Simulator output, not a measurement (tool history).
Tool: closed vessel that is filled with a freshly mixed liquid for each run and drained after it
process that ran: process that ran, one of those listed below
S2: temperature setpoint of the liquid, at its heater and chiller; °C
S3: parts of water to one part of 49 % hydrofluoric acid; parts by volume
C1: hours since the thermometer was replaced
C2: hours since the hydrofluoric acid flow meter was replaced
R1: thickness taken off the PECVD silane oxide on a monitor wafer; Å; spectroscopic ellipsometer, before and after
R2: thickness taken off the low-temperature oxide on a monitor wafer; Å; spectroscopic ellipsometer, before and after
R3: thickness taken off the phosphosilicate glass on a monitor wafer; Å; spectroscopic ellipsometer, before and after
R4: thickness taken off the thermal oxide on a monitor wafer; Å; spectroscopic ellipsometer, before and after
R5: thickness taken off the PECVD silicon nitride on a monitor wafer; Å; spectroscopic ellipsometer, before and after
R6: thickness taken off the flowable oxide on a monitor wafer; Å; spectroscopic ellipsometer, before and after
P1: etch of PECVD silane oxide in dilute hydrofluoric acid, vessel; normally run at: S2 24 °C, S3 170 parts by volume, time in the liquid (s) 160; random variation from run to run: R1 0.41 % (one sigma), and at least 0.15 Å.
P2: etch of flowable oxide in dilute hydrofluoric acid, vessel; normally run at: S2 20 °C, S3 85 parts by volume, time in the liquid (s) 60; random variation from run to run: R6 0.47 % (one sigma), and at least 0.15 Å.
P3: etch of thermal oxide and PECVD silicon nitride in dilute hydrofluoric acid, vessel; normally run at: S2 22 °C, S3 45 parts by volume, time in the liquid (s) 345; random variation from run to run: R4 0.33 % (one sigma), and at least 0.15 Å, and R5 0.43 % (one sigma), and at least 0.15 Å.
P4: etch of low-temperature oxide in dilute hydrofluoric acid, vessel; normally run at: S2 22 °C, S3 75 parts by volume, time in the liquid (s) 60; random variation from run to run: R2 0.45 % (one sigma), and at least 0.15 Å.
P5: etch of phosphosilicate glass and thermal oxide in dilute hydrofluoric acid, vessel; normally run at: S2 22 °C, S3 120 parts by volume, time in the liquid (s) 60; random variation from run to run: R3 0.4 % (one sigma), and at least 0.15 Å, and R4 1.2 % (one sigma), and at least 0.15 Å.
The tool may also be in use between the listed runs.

{"run": 1, "hour": 18.8, "process that ran": "P1", "S2": 24, "S3": 170, "time in the liquid (s)": 160, "C1": 1753.7, "C2": 1206.3, "R1": 129.14}
{"run": 2, "hour": 35.3, "process that ran": "P4", "S2": 22, "S3": 115, "time in the liquid (s)": 60, "C1": 1770.2, "C2": 1222.8, "R2": 147.93}
{"run": 3, "hour": 53.9, "process that ran": "P1", "S2": 24, "S3": 170, "time in the liquid (s)": 160, "C1": 1788.8, "C2": 1241.4, "R1": 129.99}
{"run": 4, "hour": 69.0, "process that ran": "P5", "S2": 18.5, "S3": 120, "time in the liquid (s)": 60, "C1": 1803.9, "C2": 1256.5, "R3": 535.23, "R4": 17.07}
{"run": 5, "hour": 79.5, "process that ran": "P1", "S2": 24, "S3": 230, "time in the liquid (s)": 160, "C1": 1814.4, "C2": 1267, "R1": 89.764}
{"run": 6, "hour": 88.3, "process that ran": "P3", "S2": 22, "S3": 25, "time in the liquid (s)": 345, "C1": 1823.2, "C2": 1275.8, "R4": 660.48, "R5": 591.61}
{"run": 7, "hour": 102.3, "process that ran": "P2", "S2": 20, "S3": 85, "time in the liquid (s)": 35, "C1": 1837.2, "C2": 1289.8, "R6": 182.45}
{"run": 8, "hour": 118.7, "process that ran": "P4", "S2": 22, "S3": 75, "time in the liquid (s)": 105, "C1": 1853.6, "C2": 1306.2, "R2": 415.72}
{"run": 9, "hour": 137.1, "process that ran": "P1", "S2": 29.5, "S3": 260, "time in the liquid (s)": 160, "C1": 1872, "C2": 1324.6, "R1": 93.363}
{"run": 10, "hour": 148.3, "process that ran": "P3", "S2": 22, "S3": 45, "time in the liquid (s)": 345, "C1": 1883.2, "C2": 1335.8, "R4": 356.41, "R5": 336.12}
{"run": 11, "hour": 160.5, "process that ran": "P2", "S2": 27.5, "S3": 85, "time in the liquid (s)": 60, "C1": 1895.4, "C2": 1348, "R6": 421.9}
{"run": 12, "hour": 176.4, "process that ran": "P1", "S2": 24, "S3": 170, "time in the liquid (s)": 160, "C1": 1911.3, "C2": 1363.9, "R1": 130.7}
{"run": 13, "hour": 195.3, "process that ran": "P1", "S2": 17, "S3": 170, "time in the liquid (s)": 160, "C1": 1930.2, "C2": 1382.8, "R1": 98.298}
{"run": 14, "hour": 204.4, "process that ran": "P2", "S2": 20, "S3": 135, "time in the liquid (s)": 60, "C1": 1939.3, "C2": 1391.9, "R6": 186.94}
{"run": 15, "hour": 215.0, "process that ran": "P3", "S2": 22, "S3": 45, "time in the liquid (s)": 650, "C1": 1949.9, "C2": 1402.5, "R4": 674.92, "R5": 623.53}
{"run": 16, "hour": 224.8, "process that ran": "P5", "S2": 22, "S3": 120, "time in the liquid (s)": 60, "C1": 1959.7, "C2": 1412.3, "R3": 614.59, "R4": 20.024}
{"run": 17, "hour": 238.9, "process that ran": "P1", "S2": 24, "S3": 170, "time in the liquid (s)": 300, "C1": 1973.8, "C2": 1426.4, "R1": 243.5}
{"run": 18, "hour": 257.3, "process that ran": "P1", "S2": 24, "S3": 170, "time in the liquid (s)": 30, "C1": 1992.2, "C2": 1444.8, "R1": 24.297}
{"run": 19, "hour": 269.9, "process that ran": "P2", "S2": 20, "S3": 85, "time in the liquid (s)": 60, "C1": 2004.8, "C2": 1457.4, "R6": 310.53}
{"run": 20, "hour": 278.7, "process that ran": "P4", "S2": 22, "S3": 75, "time in the liquid (s)": 60, "C1": 2013.6, "C2": 1466.2, "R2": 238.4}
{"run": 21, "hour": 295.1, "process that ran": "P3", "S2": 29, "S3": 45, "time in the liquid (s)": 345, "C1": 2030, "C2": 1482.6, "R4": 474.33, "R5": 532.9}
{"run": 22, "hour": 312.3, "process that ran": "P4", "S2": 29.5, "S3": 75, "time in the liquid (s)": 60, "C1": 2047.2, "C2": 1499.8, "R2": 318.72}
{"run": 23, "hour": 322.0, "process that ran": "P1", "S2": 28.5, "S3": 170, "time in the liquid (s)": 160, "C1": 2056.9, "C2": 1509.5, "R1": 152.75}
{"run": 24, "hour": 340.6, "process that ran": "P3", "S2": 22, "S3": 45, "time in the liquid (s)": 345, "C1": 2075.5, "C2": 1528.1, "R4": 356.1, "R5": 335.85}
{"run": 25, "hour": 359.6, "process that ran": "P5", "S2": 22, "S3": 40, "time in the liquid (s)": 60, "C1": 2094.5, "C2": 1547.1, "R3": 2039.3, "R4": 67.03}
{"run": 26, "hour": 369.4, "process that ran": "P5", "S2": 22, "S3": 120, "time in the liquid (s)": 115, "C1": 2104.3, "C2": 1556.9, "R3": 1167.5, "R4": 38.926}
{"run": 27, "hour": 385.8, "process that ran": "P1", "S2": 24, "S3": 85, "time in the liquid (s)": 160, "C1": 2120.7, "C2": 1573.3, "R1": 286.21}
{"run": 28, "hour": 404.7, "process that ran": "P1", "S2": 24, "S3": 170, "time in the liquid (s)": 160, "C1": 2139.6, "C2": 1592.2, "R1": 130.1}
{"run": 29, "hour": 416.4, "process that ran": "P2", "S2": 20, "S3": 85, "time in the liquid (s)": 60, "C1": 2151.3, "C2": 1603.9, "R6": 311.56}
{"run": 30, "hour": 432.3, "process that ran": "P1", "S2": 24, "S3": 170, "time in the liquid (s)": 160, "C1": 2167.2, "C2": 1619.8, "R1": 129.92}
{"run": 31, "hour": 445.6, "process that ran": "P1", "S2": 24, "S3": 170, "time in the liquid (s)": 160, "C1": 2180.5, "C2": 1633.1, "R1": 132.8}
{"run": 32, "hour": 454.6, "process that ran": "P1", "S2": 24, "S3": 170, "time in the liquid (s)": 160, "C1": 2189.5, "C2": 1642.1, "R1": 133.53}
{"run": 33, "hour": 471.6, "process that ran": "P1", "S2": 24, "S3": 170, "time in the liquid (s)": 160, "C1": 2206.5, "C2": 1659.1, "R1": 135.16}
{"run": 34, "hour": 484.4, "process that ran": "P1", "S2": 24, "S3": 170, "time in the liquid (s)": 160, "C1": 2219.3, "C2": 1671.9, "R1": 136.12}
{"run": 35, "hour": 496.2, "process that ran": "P1", "S2": 24, "S3": 170, "time in the liquid (s)": 160, "C1": 2231.1, "C2": 1683.7, "R1": 136.93}
{"run": 36, "hour": 505.4, "process that ran": "P1", "S2": 24, "S3": 170, "time in the liquid (s)": 160, "C1": 2240.3, "C2": 1692.9, "R1": 135.72}
{"run": 37, "hour": 521.4, "process that ran": "P1", "S2": 24, "S3": 170, "time in the liquid (s)": 160, "C1": 2256.3, "C2": 1708.9, "R1": 136.15}
{"run": 38, "hour": 531.1, "process that ran": "P1", "S2": 24, "S3": 170, "time in the liquid (s)": 160, "C1": 2266, "C2": 1718.6, "R1": 137.29}
{"run": 39, "hour": 539.9, "process that ran": "P1", "S2": 24, "S3": 170, "time in the liquid (s)": 160, "C1": 2274.8, "C2": 1727.4, "R1": 136.76}
{"run": 40, "hour": 548.4, "process that ran": "P1", "S2": 24, "S3": 170, "time in the liquid (s)": 160, "C1": 2283.3, "C2": 1735.9, "R1": 136.73}

What P1 gives has crept away from where it was. These 2 causes fit the log equally well, each at the size given:
A: liquid hotter than its thermometer reads (K) = 1.46
B: hydrofluoric acid flow above the setpoint (%) = 4.7
The creep began at about hour 432.3.

4 check runs are offered, one wafer each, their results left as question marks. Which one tells the causes apart?
{"run": "check 1", "hour": 556.9, "process that ran": "P5", "S2": 22, "S3": 120, "time in the liquid (s)": 60, "R3": "?", "R4": "?"}
{"run": "check 2", "hour": 556.9, "process that ran": "P3", "S2": 22, "S3": 45, "time in the liquid (s)": 345, "R4": "?", "R5": "?"}
{"run": "check 3", "hour": 556.9, "process that ran": "P2", "S2": 20, "S3": 85, "time in the liquid (s)": 60, "R6": "?"}
{"run": "check 4", "hour": 556.9, "process that ran": "P4", "S2": 22, "S3": 75, "time in the liquid (s)": 60, "R2": "?"}

What each check would give under each cause:
check=check_1 result=R3 if_A=650.04 if_B=646.41
check=check_1 result=R4 if_A=21.69 if_B=21.569
check=check_2 result=R4 if_A=379.65 if_B=374.96
check=check_2 result=R5 if_A=368.43 if_B=348.74
check=check_3 result=R6 if_A=331.07 if_B=327.83
check=check_4 result=R2 if_A=252.81 if_B=250.42
How far apart the two closest causes lie, in the result that separates them most: check 1 0.56 %; check 2 5.49 %; check 3 0.98 %; check 4 0.95 %
Only check 2 tells the causes apart: in the others they would give nearly the same result.

Then check 2 was run and gave: R4 382.3 Å; R5 365.3 Å. Which cause is it?

It is A: liquid hotter than its thermometer reads (K).

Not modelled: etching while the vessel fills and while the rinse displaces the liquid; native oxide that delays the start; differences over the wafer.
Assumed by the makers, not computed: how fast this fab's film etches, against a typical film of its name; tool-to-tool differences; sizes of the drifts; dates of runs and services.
